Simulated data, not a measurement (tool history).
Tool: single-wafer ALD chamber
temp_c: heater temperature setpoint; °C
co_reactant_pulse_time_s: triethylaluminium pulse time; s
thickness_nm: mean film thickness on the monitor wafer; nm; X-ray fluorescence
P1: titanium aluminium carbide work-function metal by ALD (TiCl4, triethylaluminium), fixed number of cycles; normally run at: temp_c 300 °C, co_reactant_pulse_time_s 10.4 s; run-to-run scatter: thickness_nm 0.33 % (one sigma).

| run | day | temp_c | co_reactant_pulse_time_s | thickness_nm |
|---|---|---|---|---|
| 1 | 0.271 | 300 | 10.4 | 1.9511 |
| 2 | 0.517 | 300 | 10.4 | 1.9565 |
|  | 0.638 | triethylaluminium bottle replaced |
| 3 | 0.671 | 315 | 15.43 | 2.1317 |
|  | 0.904 | thermocouple changed; heater temperature recalibrated |
| 4 | 0.912 | 300 | 14.61 | 1.9886 |
| 5 | 1.142 | 300 | 5.73 | 1.7237 |
| 6 | 1.288 | 300 | 10.4 | 1.9585 |
| 7 | 1.454 | 276 | 10.4 | 1.7579 |
| 8 | 1.746 | 288 | 5.37 | 1.6018 |
| 9 | 2.029 | 300 | 10.4 | 1.9676 |

Forecast run 10:
| 10 | 2.321 | 300 | 10.4 | ? |

{"run 10": {"thickness_nm": 1.945}}
